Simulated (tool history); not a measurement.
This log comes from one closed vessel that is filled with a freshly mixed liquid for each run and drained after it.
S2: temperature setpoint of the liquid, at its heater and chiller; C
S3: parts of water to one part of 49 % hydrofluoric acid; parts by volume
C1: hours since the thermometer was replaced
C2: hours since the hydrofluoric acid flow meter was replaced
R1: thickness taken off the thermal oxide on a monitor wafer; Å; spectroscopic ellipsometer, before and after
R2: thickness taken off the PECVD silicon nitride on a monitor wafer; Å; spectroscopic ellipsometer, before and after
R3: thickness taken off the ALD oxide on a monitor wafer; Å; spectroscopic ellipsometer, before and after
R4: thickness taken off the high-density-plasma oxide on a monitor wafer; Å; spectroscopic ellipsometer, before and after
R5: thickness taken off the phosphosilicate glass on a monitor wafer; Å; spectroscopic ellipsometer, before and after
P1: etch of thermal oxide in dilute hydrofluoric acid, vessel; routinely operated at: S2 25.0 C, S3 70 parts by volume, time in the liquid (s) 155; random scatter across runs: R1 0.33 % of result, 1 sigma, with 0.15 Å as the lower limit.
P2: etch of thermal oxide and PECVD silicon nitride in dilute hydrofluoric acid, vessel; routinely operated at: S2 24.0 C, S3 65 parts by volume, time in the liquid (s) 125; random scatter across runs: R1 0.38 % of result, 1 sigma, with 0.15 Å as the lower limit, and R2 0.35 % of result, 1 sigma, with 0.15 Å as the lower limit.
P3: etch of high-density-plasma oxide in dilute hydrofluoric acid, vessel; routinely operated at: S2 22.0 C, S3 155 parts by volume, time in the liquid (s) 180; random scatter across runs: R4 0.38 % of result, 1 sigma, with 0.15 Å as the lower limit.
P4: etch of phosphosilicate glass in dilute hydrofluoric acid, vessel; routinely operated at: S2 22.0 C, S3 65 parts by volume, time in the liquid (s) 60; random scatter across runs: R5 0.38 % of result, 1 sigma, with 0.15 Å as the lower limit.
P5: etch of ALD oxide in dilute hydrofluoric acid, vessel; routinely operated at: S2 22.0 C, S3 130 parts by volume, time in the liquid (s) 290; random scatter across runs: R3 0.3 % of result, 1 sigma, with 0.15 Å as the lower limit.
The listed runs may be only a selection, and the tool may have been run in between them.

run 1 hour=3.0 | process_that_ran=P1 S2=25.0 S3=70 time_in_the_liquid_(s)=155 | C1=126.0 C2=643.9 | R1=120.620
run 2 hour=9.5 | process_that_ran=P1 S2=25.0 S3=25 time_in_the_liquid_(s)=155 | C1=132.5 C2=650.4 | R1=359.930
run 3 hour=16.1 | process_that_ran=P1 S2=25.0 S3=70 time_in_the_liquid_(s)=155 | C1=139.1 C2=657.0 | R1=121.480
run 4 hour=19.7 | process_that_ran=P1 S2=25.0 S3=70 time_in_the_liquid_(s)=295 | C1=142.7 C2=660.6 | R1=231.260
run 5 hour=24.7 | process_that_ran=P2 S2=24.0 S3=65 time_in_the_liquid_(s)=230 | C1=147.7 C2=665.6 | R1=185.950 R2=140.130
run 6 hour=30.5 | process_that_ran=P5 S2=22.0 S3=130 time_in_the_liquid_(s)=580 | C1=153.5 C2=671.4 | R3=654.25
run 7 hour=37.1 | process_that_ran=P5 S2=22.0 S3=130 time_in_the_liquid_(s)=290 | C1=160.1 C2=678.0 | R3=328.47
run 8 hour=42.5 | process_that_ran=P3 S2=22.0 S3=155 time_in_the_liquid_(s)=30 | C1=165.5 C2=683.4 | R4=17.003
run 9 hour=49.1 | process_that_ran=P1 S2=25.0 S3=70 time_in_the_liquid_(s)=155 | C1=172.1 C2=690.0 | R1=121.730
run 10 hour=55.2 | process_that_ran=P4 S2=22.0 S3=90 time_in_the_liquid_(s)=60 | C1=178.2 C2=696.1 | R5=718.98
run 11 hour=60.9 | process_that_ran=P2 S2=24.0 S3=90 time_in_the_liquid_(s)=125 | C1=183.9 C2=701.8 | R1=70.757 R2=54.828
run 12 hour=66.8 | process_that_ran=P5 S2=30.0 S3=130 time_in_the_liquid_(s)=290 | C1=189.8 C2=707.7 | R3=442.07
run 13 hour=70.9 | process_that_ran=P2 S2=28.0 S3=65 time_in_the_liquid_(s)=125 | C1=193.9 C2=711.8 | R1=118.750 R2=99.657
run 14 hour=74.2 | process_that_ran=P1 S2=25.0 S3=70 time_in_the_liquid_(s)=155 | C1=197.2 C2=715.1 | R1=121.810
run 15 hour=78.9 | process_that_ran=P5 S2=22.0 S3=235 time_in_the_liquid_(s)=290 | C1=201.9 C2=719.8 | R3=161.80
run 16 hour=83.8 | process_that_ran=P1 S2=29.5 S3=70 time_in_the_liquid_(s)=155 | C1=206.8 C2=724.7 | R1=145.560
run 17 hour=87.6 | process_that_ran=P1 S2=25.0 S3=130 time_in_the_liquid_(s)=155 | C1=210.6 C2=728.5 | R1=60.938
run 18 hour=92.0 | process_that_ran=P3 S2=22.0 S3=155 time_in_the_liquid_(s)=180 | C1=215.0 C2=732.9 | R4=101.320
run 19 hour=98.3 | process_that_ran=P1 S2=19.0 S3=70 time_in_the_liquid_(s)=155 | C1=221.3 C2=739.2 | R1=94.490
run 20 hour=101.4 | process_that_ran=P1 S2=31.0 S3=70 time_in_the_liquid_(s)=30 | C1=224.4 C2=742.3 | R1=29.666
run 21 hour=107.8 | process_that_ran=P1 S2=20.5 S3=70 time_in_the_liquid_(s)=45 | C1=230.8 C2=748.7 | R1=29.110
run 22 hour=112.7 | process_that_ran=P4 S2=22.0 S3=65 time_in_the_liquid_(s)=30 | C1=235.7 C2=753.6 | R5=511.40
run 23 hour=116.8 | process_that_ran=P4 S2=22.0 S3=65 time_in_the_liquid_(s)=60 | C1=239.8 C2=757.7 | R5=1024.20
run 24 hour=121.3 | process_that_ran=P3 S2=22.0 S3=245 time_in_the_liquid_(s)=180 | C1=244.3 C2=762.2 | R4=57.930
run 25 hour=127.6 | process_that_ran=P4 S2=17.0 S3=65 time_in_the_liquid_(s)=60 | C1=250.6 C2=768.5 | R5=829.56
run 26 hour=134.0 | process_that_ran=P3 S2=17.0 S3=155 time_in_the_liquid_(s)=180 | C1=257.0 C2=774.9 | R4=83.080
run 27 hour=139.8 | process_that_ran=P5 S2=22.0 S3=130 time_in_the_liquid_(s)=290 | C1=262.8 C2=780.7 | R3=326.12
run 28 hour=142.7 | process_that_ran=P1 S2=25.0 S3=70 time_in_the_liquid_(s)=30 | C1=265.7 C2=783.6 | R1=23.704
run 29 hour=149.0 | process_that_ran=P1 S2=20.5 S3=70 time_in_the_liquid_(s)=275 | C1=272.0 C2=789.9 | R1=179.700
run 30 hour=153.6 | process_that_ran=P1 S2=25.0 S3=70 time_in_the_liquid_(s)=155 | C1=276.6 C2=794.5 | R1=122.000
run 31 hour=157.5 | process_that_ran=P2 S2=24.0 S3=65 time_in_the_liquid_(s)=125 | C1=280.5 C2=798.4 | R1=100.520 R2=75.694
run 32 hour=162.6 | process_that_ran=P1 S2=25.0 S3=70 time_in_the_liquid_(s)=155 | C1=285.6 C2=803.5 | R1=120.890
run 33 hour=168.6 | process_that_ran=P1 S2=25.0 S3=70 time_in_the_liquid_(s)=155 | C1=291.6 C2=809.5 | R1=118.020
run 34 hour=174.2 | process_that_ran=P1 S2=25.0 S3=70 time_in_the_liquid_(s)=155 | C1=297.2 C2=815.1 | R1=115.380
run 35 hour=179.0 | process_that_ran=P1 S2=25.0 S3=70 time_in_the_liquid_(s)=155 | C1=302.0 C2=819.9 | R1=115.100
run 36 hour=183.2 | process_that_ran=P1 S2=25.0 S3=70 time_in_the_liquid_(s)=155 | C1=306.2 C2=824.1 | R1=115.340
run 37 hour=187.7 | process_that_ran=P1 S2=25.0 S3=70 time_in_the_liquid_(s)=155 | C1=310.7 C2=828.6 | R1=113.980
run 38 hour=192.9 | process_that_ran=P1 S2=25.0 S3=70 time_in_the_liquid_(s)=155 | C1=315.9 C2=833.8 | R1=113.390
run 39 hour=198.7 | process_that_ran=P1 S2=25.0 S3=70 time_in_the_liquid_(s)=155 | C1=321.7 C2=839.6 | R1=114.060

What P1 gives has crept off from where it sat before. The 2 causes that follow fit the log equally well, each at the size noted:
A: hydrofluoric acid flow below the setpoint (%) = 5.73
B: liquid colder than its thermometer reads (K) = 1.6
Creep in the process output first set in at about hour 162.6.

Of the 4 check runs listed below, each run on one wafer and each result written as a question mark, which would let you distinguish the listed causes because they would give clearly different results?
run check 1 hour=204.5 | process_that_ran=P5 S2=22.0 S3=130 time_in_the_liquid_(s)=290 | R3=?
run check 2 hour=204.5 | process_that_ran=P4 S2=22.0 S3=65 time_in_the_liquid_(s)=60 | R5=?
run check 3 hour=204.5 | process_that_ran=P2 S2=24.0 S3=65 time_in_the_liquid_(s)=125 | R1=? R2=?
run check 4 hour=204.5 | process_that_ran=P3 S2=22.0 S3=155 time_in_the_liquid_(s)=180 | R4=?

If the cause were each of the candidates in turn, the checks would give the following:
check=check_1 result=R3 if_A=305.17 if_B=306.41
check=check_2 result=R5 if_A=961.19 if_B=958.57
check=check_3 result=R1 if_A=94.494 if_B=94.362
check=check_3 result=R2 if_A=71.804 if_B=68.317
check=check_4 result=R4 if_A=94.352 if_B=94.961
Per-check spread between the two closest causes, in the result where they differ most: check 1 0.41 %; check 2 0.27 %; check 3 4.98 %; check 4 0.64 %
The causes can be told apart only by check 3. The other checks would give nearly the same results under each of them.

After running check 3, the following was obtained: R1 94.218 Å; R2 68.357 Å. Which cause does this point to?

B is the cause: liquid colder than its thermometer reads (K).

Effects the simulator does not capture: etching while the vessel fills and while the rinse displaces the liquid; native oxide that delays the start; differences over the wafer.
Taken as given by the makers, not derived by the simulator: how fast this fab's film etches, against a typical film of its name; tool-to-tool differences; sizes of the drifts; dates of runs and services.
